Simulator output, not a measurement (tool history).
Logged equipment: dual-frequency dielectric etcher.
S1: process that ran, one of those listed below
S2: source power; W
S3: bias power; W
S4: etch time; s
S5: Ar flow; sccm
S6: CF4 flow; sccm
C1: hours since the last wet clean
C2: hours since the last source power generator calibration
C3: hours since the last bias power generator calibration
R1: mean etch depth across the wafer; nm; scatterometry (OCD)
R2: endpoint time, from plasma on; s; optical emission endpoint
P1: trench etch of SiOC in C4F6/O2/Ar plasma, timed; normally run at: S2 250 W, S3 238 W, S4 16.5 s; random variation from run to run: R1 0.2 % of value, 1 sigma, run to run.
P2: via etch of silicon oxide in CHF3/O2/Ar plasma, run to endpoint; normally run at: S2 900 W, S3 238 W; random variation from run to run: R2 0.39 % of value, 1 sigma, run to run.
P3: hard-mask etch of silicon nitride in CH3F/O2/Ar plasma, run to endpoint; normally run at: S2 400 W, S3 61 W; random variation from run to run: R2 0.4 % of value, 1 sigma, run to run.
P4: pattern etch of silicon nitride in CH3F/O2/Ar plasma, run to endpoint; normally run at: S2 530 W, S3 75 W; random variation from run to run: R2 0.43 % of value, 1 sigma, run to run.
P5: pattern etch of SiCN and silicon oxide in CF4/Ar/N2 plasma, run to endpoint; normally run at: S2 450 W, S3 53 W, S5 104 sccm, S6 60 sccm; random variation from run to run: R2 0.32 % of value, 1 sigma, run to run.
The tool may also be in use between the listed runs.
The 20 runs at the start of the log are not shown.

Run 21, hour 196.9: S1 P2, S2 900 W, S3 328 W; C1 440.5; C2 1173.1; C3 1293.9. Result: R2 219.37 s.
Run 22, hour 205.1: S1 P2, S2 900 W, S3 238 W; C1 448.7; C2 1181.3; C3 1302.1. Result: R2 246.32 s.
Run 23, hour 217.8: S1 P3, S2 400 W, S3 41 W; C1 461.4; C2 1194; C3 1314.8. Result: R2 51.507 s.
Run 24, hour 227.6: S1 P4, S2 750 W, S3 75 W; C1 471.2; C2 1203.8; C3 1324.6. Result: R2 37.148 s.
Run 25, hour 238.8: S1 P2, S2 720 W, S3 238 W; C1 482.4; C2 1215; C3 1335.8. Result: R2 268.9 s.
Run 26, hour 245.5: S1 P5, S2 450 W, S3 75 W, S5 104 sccm, S6 60 sccm; C1 489.1; C2 1221.7; C3 1342.5. Result: R2 10.97 s.
Run 27, hour 255.5: S1 P4, S2 530 W, S3 75 W; C1 499.1; C2 1231.7; C3 1352.5. Result: R2 42.619 s.
Run 28, hour 261.5: S1 P4, S2 530 W, S3 106 W; C1 505.1; C2 1237.7; C3 1358.5. Result: R2 37.498 s.
Run 29, hour 274.2: S1 P5, S2 450 W, S3 53 W, S5 138 sccm, S6 60 sccm; C1 517.8; C2 1250.4; C3 1371.2. Result: R2 13.132 s.
Run 30, hour 282.7: S1 P1, S2 250 W, S3 238 W, S4 16.5 s; C1 526.3; C2 1258.9; C3 1379.7. Result: R1 31.093 nm.

What does the tool deliver on the next run?
Run 31, hour 295.9: S1 P1, S2 250 W, S3 238 W, S4 16.5 s; C1 539.5; C2 1272.1; C3 1392.9. Result: R1 ?.

{"run 31": {"R1": 31.137}}

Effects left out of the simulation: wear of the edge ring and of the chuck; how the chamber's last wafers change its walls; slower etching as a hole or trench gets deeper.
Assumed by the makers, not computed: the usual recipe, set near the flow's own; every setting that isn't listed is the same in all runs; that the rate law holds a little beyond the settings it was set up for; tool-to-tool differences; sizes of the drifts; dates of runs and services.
